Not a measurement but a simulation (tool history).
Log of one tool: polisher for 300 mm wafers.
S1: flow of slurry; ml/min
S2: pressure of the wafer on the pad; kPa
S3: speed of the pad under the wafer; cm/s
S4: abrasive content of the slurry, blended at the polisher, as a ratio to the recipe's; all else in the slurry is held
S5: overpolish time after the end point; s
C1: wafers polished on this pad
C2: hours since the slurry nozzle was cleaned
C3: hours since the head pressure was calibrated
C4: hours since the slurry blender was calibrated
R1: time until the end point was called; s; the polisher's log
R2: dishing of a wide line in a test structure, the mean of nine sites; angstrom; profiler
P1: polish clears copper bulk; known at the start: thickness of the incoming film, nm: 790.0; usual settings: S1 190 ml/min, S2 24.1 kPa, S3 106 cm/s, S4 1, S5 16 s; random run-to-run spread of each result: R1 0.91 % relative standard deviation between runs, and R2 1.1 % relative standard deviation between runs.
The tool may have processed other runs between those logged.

run 1 hour=12.4 | S1=190 S2=24.1 S3=106 S4=1 S5=16 | C1=450 C2=265.5 C3=356 C4=208.3 | R1=56.436 R2=842.76
run 2 hour=25.7 | S1=190 S2=36.5 S3=106 S4=1 S5=16 | C1=579 C2=278.8 C3=369.3 C4=221.6 | R1=37.615 R2=1039
run 3 hour=37.9 | S1=190 S2=24.1 S3=74 S4=1 S5=16 | C1=697 C2=291 C3=381.5 C4=233.8 | R1=81.921 R2=717.89
run 4 hour=52.3 | S1=190 S2=24.1 S3=106 S4=0.5 S5=16 | C1=837 C2=305.4 C3=395.9 C4=248.2 | R1=65.385 R2=792.92
run 5 hour=61.4 | S1=190 S2=24.1 S3=106 S4=1 S5=16 | C1=925 C2=314.5 C3=405 C4=257.3 | R1=56.74 R2=826.17
run 6 hour=73.7 | S1=115 S2=24.1 S3=106 S4=1 S5=16 | C1=1044 C2=326.8 C3=417.3 C4=269.6 | R1=61.509 R2=827.32
run 7 hour=83.3 | S1=255 S2=24.1 S3=106 S4=1 S5=16 | C1=1137 C2=336.4 C3=426.9 C4=279.2 | R1=53.896 R2=858.57
run 8 hour=94.9 | S1=190 S2=24.1 S3=168 S4=1 S5=16 | C1=1249 C2=348 C3=438.5 C4=290.8 | R1=35.572 R2=957.85
run 9 hour=107.4 | S1=190 S2=24.1 S3=80 S4=1 S5=7 | C1=1370 C2=360.5 C3=451 C4=303.3 | R1=76.049 R2=444.66
run 10 hour=118.2 | S1=190 S2=24.1 S3=106 S4=1.25 S5=16 | C1=1475 C2=371.3 C3=461.8 C4=314.1 | R1=53.755 R2=847.17
run 11 hour=133 | S1=190 S2=24.1 S3=106 S4=1 S5=16 | C1=1618 C2=386.1 C3=476.6 C4=328.9 | R1=56.627 R2=837.89
run 12 hour=143.1 | S1=190 S2=24.1 S3=106 S4=1 S5=16 | C1=1716 C2=396.2 C3=486.7 C4=339 | R1=57.482 R2=852.63
run 13 hour=152.9 | S1=190 S2=24.1 S3=106 S4=1 S5=27 | C1=1811 C2=406 C3=496.5 C4=348.8 | R1=56.376 R2=972.81
run 14 hour=160.1 | S1=190 S2=12.4 S3=106 S4=1 S5=16 | C1=1881 C2=413.2 C3=503.7 C4=356 | R1=109.57 R2=531.26
run 15 hour=168.8 | S1=190 S2=11.7 S3=138 S4=1 S5=16 | C1=1965 C2=421.9 C3=512.4 C4=364.7 | R1=89.407 R2=590.66
run 16 hour=175.9 | S1=190 S2=24.1 S3=106 S4=1 S5=5 | C1=2034 C2=429 C3=519.5 C4=371.8 | R1=56.088 R2=420.8
run 17 hour=183.5 | S1=190 S2=24.1 S3=106 S4=1 S5=16 | C1=2107 C2=436.6 C3=527.1 C4=379.4 | R1=56.656 R2=855.37
run 18 hour=196.2 | S1=190 S2=24.1 S3=106 S4=1 S5=16 | C1=2230 C2=449.3 C3=539.8 C4=392.1 | R1=57.964 R2=822.99
run 19 hour=207.3 | S1=190 S2=24.1 S3=106 S4=1 S5=16 | C1=2338 C2=460.4 C3=550.9 C4=403.2 | R1=59.366 R2=829.38
run 20 hour=218.3 | S1=190 S2=24.1 S3=106 S4=1 S5=16 | C1=2444 C2=471.4 C3=561.9 C4=414.2 | R1=59.799 R2=814.94
run 21 hour=230.2 | S1=190 S2=24.1 S3=106 S4=1 S5=16 | C1=2559 C2=483.3 C3=573.8 C4=426.1 | R1=60.541 R2=814.52
run 22 hour=238.7 | S1=190 S2=24.1 S3=106 S4=1 S5=16 | C1=2642 C2=491.8 C3=582.3 C4=434.6 | R1=61.379 R2=810.7
-- hour=241.7 head pressure recalibrated
run 23 hour=248.8 | S1=190 S2=24.1 S3=106 S4=1 S5=16 | C1=2739 C2=501.9 C3=7.2 C4=444.7 | R1=62.384 R2=825.47
-- hour=250.1 slurry blender recalibrated
run 24 hour=259.9 | S1=190 S2=24.1 S3=106 S4=1 S5=16 | C1=2847 C2=513 C3=18.3 C4=9.9 | R1=62.895 R2=810.67
run 25 hour=272.7 | S1=190 S2=24.1 S3=106 S4=1 S5=16 | C1=2971 C2=525.8 C3=31.1 C4=22.7 | R1=62.143 R2=808.37

P1 no longer gives what it gave before; its output has crept away from where it was. The following 2 causes, each at its listed size, fit the log equally well:
A: slurry flow missing at the pad, % = 39.5
B: removal rate lost through wear of the pad, % = 8.49
The onset of the drift is placed at about hour 183.5.
Other possible causes, and why each is ruled out:
head's pressure below its setpoint, %: serviced at hour 241.7, after the drift had started, without restoring the earlier output
abrasive missing from the slurry, %: serviced at hour 250.1, after the drift had started, without restoring the earlier output

Which of the 4 check runs listed below, each an average over 3 wafers with its results shown as question marks, gives clearly different results under the different listed causes?
run check 1 hour=285.5 | S1=190 S2=24.1 S3=162 S4=1 S5=16 | R1=? R2=?
run check 2 hour=285.5 | S1=190 S2=35.9 S3=106 S4=1 S5=16 | R1=? R2=?
run check 3 hour=285.5 | S1=125 S2=24.1 S3=106 S4=1 S5=26 | R1=? R2=?
run check 4 hour=285.5 | S1=190 S2=24.1 S3=106 S4=0.7 S5=5 | R1=? R2=?

Check results expected under each cause:
check=check_1 result=R1 if_A=40.512 if_B=40.521
check=check_1 result=R2 if_A=934.49 if_B=934.44
check=check_2 result=R1 if_A=41.673 if_B=41.683
check=check_2 result=R2 if_A=1009 if_B=1008.9
check=check_3 result=R1 if_A=69.191 if_B=66.47
check=check_3 result=R2 if_A=922.62 if_B=932.25
check=check_4 result=R1 if_A=66.722 if_B=66.737
check=check_4 result=R2 if_A=371.98 if_B=371.92
Separation of the two closest causes in each check, using whichever result separates them best: check 1 0.02 %; check 2 0.02 %; check 3 4.01 %; check 4 0.02 %
Of the check runs offered, only check 3 discriminates between the causes; the rest would read about the same regardless of which cause applies.

Running check 3 produced the following: R1 66.051 s; R2 933.58 angstrom. Which one of the listed causes fits?

It was cause B: removal rate lost through wear of the pad, %.

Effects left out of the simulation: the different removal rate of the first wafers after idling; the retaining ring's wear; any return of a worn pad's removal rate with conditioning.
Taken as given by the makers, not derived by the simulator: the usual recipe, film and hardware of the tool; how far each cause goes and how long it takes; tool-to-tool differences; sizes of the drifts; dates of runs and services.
